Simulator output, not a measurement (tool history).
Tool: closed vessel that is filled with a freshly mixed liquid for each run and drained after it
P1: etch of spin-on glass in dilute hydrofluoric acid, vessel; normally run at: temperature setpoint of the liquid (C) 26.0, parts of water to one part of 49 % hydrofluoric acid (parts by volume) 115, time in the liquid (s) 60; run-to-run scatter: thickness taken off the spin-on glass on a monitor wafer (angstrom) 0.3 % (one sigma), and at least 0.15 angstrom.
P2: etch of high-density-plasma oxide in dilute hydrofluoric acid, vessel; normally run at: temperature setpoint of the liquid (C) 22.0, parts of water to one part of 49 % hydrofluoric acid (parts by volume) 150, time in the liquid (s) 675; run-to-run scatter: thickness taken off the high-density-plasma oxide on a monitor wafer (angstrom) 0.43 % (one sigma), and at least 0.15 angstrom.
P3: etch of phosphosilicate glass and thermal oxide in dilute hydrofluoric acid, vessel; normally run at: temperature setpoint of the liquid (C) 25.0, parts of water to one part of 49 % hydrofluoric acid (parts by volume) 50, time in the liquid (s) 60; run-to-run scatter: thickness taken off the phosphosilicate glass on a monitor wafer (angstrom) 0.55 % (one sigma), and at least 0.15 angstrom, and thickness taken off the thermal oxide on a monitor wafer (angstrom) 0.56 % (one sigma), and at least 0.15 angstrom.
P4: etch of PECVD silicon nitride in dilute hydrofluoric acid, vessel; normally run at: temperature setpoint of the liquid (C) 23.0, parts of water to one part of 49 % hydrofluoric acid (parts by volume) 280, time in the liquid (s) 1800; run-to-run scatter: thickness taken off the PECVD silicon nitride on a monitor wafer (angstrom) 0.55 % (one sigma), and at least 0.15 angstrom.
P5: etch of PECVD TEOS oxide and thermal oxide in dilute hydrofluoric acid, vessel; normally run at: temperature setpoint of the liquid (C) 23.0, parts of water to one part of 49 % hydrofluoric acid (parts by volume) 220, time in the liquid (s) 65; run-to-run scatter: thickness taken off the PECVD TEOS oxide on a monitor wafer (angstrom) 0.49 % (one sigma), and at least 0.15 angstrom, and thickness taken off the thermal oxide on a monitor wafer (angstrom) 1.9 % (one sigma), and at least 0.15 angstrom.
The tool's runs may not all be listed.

run     day  process that ran  temperature setpoint of the liquid (C)  parts of water to one part of 49 % hydrofluoric acid (parts by volume)  time in the liquid (s)  hours since the thermometer was replaced  hours since the hydrofluoric acid flow meter was replaced  thickness taken off the spin-on glass on a monitor wafer (angstrom)  thickness taken off the high-density-plasma oxide on a monitor wafer (angstrom)  thickness taken off the phosphosilicate glass on a monitor wafer (angstrom)  thickness taken off the thermal oxide on a monitor wafer (angstrom)  thickness taken off the PECVD silicon nitride on a monitor wafer (angstrom)  thickness taken off the PECVD TEOS oxide on a monitor wafer (angstrom)
  1   0.421                P1                                    26.0                                                                     115                      60                                     227.1                                                     1188.1                                                               303.97
  2   0.754                P1                                    26.0                                                                     200                      60                                     235.1                                                     1196.1                                                               158.23
  3   1.154                P1                                    26.0                                                                     115                      60                                     244.7                                                     1205.7                                                               304.25
  4   1.442                P2                                    22.0                                                                     255                     675                                     251.6                                                     1212.6                                                                                                                                               106.090
  5   1.650                P1                                    26.0                                                                     115                      60                                     256.6                                                     1217.6                                                               301.42
  6   1.908                P1                                    26.0                                                                      50                      60                                     262.8                                                     1223.8                                                               758.35
  7   2.204                P2                                    22.0                                                                     150                     675                                     269.9                                                     1230.9                                                                                                                                               201.230
  8   2.450                P1                                    26.0                                                                     115                      60                                     275.8                                                     1236.8                                                               302.56
  9   2.700                P2                                    22.0                                                                     150                     270                                     281.8                                                     1242.8                                                                                                                                                80.274
 10   2.883                P1                                    26.0                                                                     115                      30                                     286.2                                                     1247.2                                                               152.12
 11   3.242                P2                                    22.0                                                                     150                     675                                     294.8                                                     1255.8                                                                                                                                               201.760
 12   3.650                P3                                    25.0                                                                      50                      60                                     304.6                                                     1265.6                                                                                                                                                                                                                             1604.4                                                              65.2630
 13   3.854                P4                                    23.0                                                                     165                    1800                                     309.5                                                     1270.5                                                                                                                                                                                                                                                                                                                                                                               277.61
 14   4.271                P3                                    25.0                                                                      20                      60                                     319.5                                                     1280.5                                                                                                                                                                                                                             4222.2                                                             169.1700
 15   4.617                P3                                    25.0                                                                      50                      90                                     327.8                                                     1288.8                                                                                                                                                                                                                             2396.8                                                              98.1430
 16   4.883                P1                                    33.5                                                                     115                      30                                     334.2                                                     1295.2                                                               201.47
 17   5.217                P4                                    23.0                                                                     280                    1800                                     342.2                                                     1303.2                                                                                                                                                                                                                                                                                                                                                                               165.22
 18   5.512                P1                                    26.0                                                                     115                      85                                     349.3                                                     1310.3                                                               429.33
 19   5.875                P4                                    23.0                                                                     280                    1800                                     358.0                                                     1319.0                                                                                                                                                                                                                                                                                                                                                                               165.79
 20   6.229                P4                                    29.0                                                                     280                    1800                                     366.5                                                     1327.5                                                                                                                                                                                                                                                                                                                                                                               236.81
 21   6.538                P1                                    26.0                                                                     115                      60                                     373.9                                                     1334.9                                                               304.09
 22   6.758                P5                                    23.0                                                                     220                      65                                     379.2                                                     1340.2                                                                                                                                                                                                                                                                                                 11.8910                                                                                                                                               45.259
 23   7.083                P3                                    18.0                                                                      50                      60                                     387.0                                                     1348.0                                                                                                                                                                                                                             1193.4                                                              48.4300
 24   7.292                P5                                    17.0                                                                     220                      65                                     392.0                                                     1353.0                                                                                                                                                                                                                                                                                                  9.1614                                                                                                                                               36.232
 25   7.662                P5                                    23.0                                                                     220                      65                                     400.9                                                     1361.9                                                                                                                                                                                                                                                                                                 11.3870                                                                                                                                               45.472
 26   8.067                P1                                    29.5                                                                     115                      60                                     410.6                                                     1371.6                                                               347.64
 27   8.396                P5                                    23.0                                                                     330                      65                                     418.5                                                     1379.5                                                                                                                                                                                                                                                                                                  7.1166                                                                                                                                               27.628
 28   8.800                P1                                    17.5                                                                     115                      60                                     428.2                                                     1389.2                                                               214.63
 29   9.012                P4                                    23.0                                                                     280                    2970                                     433.3                                                     1394.3                                                                                                                                                                                                                                                                                                                                                                               272.12
 30   9.233                P5                                    23.0                                                                     220                     120                                     438.6                                                     1399.6                                                                                                                                                                                                                                                                                                 21.9900                                                                                                                                               84.002
 31   9.521                P2                                    29.0                                                                     150                     675                                     445.5                                                     1406.5                                                                                                                                               262.750
 32   9.754                P1                                    26.0                                                                     115                      60                                     451.1                                                     1412.1                                                               303.48
 33   9.996                P1                                    26.0                                                                     115                      60                                     456.9                                                     1417.9                                                               309.09
 34  10.258                P1                                    26.0                                                                     115                      60                                     463.2                                                     1424.2                                                               312.48
 35  10.446                P1                                    26.0                                                                     115                      60                                     467.7                                                     1428.7                                                               313.93
 36  10.821                P1                                    26.0                                                                     115                      60                                     476.7                                                     1437.7                                                               317.70
 37  11.129                P1                                    26.0                                                                     115                      60                                     484.1                                                     1445.1                                                               319.21
 38  11.450                P1                                    26.0                                                                     115                      60                                     491.8                                                     1452.8                                                               321.14
 39  11.742                P1                                    26.0                                                                     115                      60                                     498.8                                                     1459.8                                                               319.10
 40  12.054                P1                                    26.0                                                                     115                      60                                     506.3                                                     1467.3                                                               321.28
 41  12.338                P1                                    26.0                                                                     115                      60                                     513.1                                                     1474.1                                                               319.39
 42  12.717                P1                                    26.0                                                                     115                      60                                     522.2                                                     1483.2                                                               320.59

What P1 gives has crept away from where it was. These 2 causes fit the log equally well, each at the size given:
A: hydrofluoric acid flow above the setpoint (%) = 5.14
B: liquid hotter than its thermometer reads (K) = 1.5
The creep began at about day 9.754.

4 check runs are offered, one wafer each, their results left as question marks. Which one tells the causes apart?
check 1  13.096                P3                                    25.0                                                                      50                      60                                                                                                                                                                                                                                                                                                                                       ?                                                                    ?
check 2  13.096                P2                                    22.0                                                                     150                     675                                                                                                                                                                                                                                                          ?
check 3  13.096                P4                                    23.0                                                                     280                    1800                                                                                                                                                                                                                                                                                                                                                                                                                                                                                         ?
check 4  13.096                P5                                    23.0                                                                     220                      65                                                                                                                                                                                                                                                                                                                                                                                                            ?                                                                                                                                                    ?

What each check would give under each cause:
  check                                                                           result     if A     if B
check 1      thickness taken off the phosphosilicate glass on a monitor wafer (angstrom)   1698.8   1711.6
check 1              thickness taken off the thermal oxide on a monitor wafer (angstrom)  68.7700  69.2900
check 2  thickness taken off the high-density-plasma oxide on a monitor wafer (angstrom)  213.800  213.790
check 3      thickness taken off the PECVD silicon nitride on a monitor wafer (angstrom)   173.17   180.78
check 4              thickness taken off the thermal oxide on a monitor wafer (angstrom)  12.5770  12.4970
check 4           thickness taken off the PECVD TEOS oxide on a monitor wafer (angstrom)   48.497   48.188
How far apart the two closest causes lie, in the result that separates them most: check 1 0.75 %; check 2 0.01 %; check 3 4.3 %; check 4 0.64 %
Check 3 tells the causes apart: in the others they would give nearly the same result.

Check 3 was then run and gave: thickness taken off the PECVD silicon nitride on a monitor wafer (angstrom) 174.79. Which cause is it?

It is A: hydrofluoric acid flow above the setpoint (%).
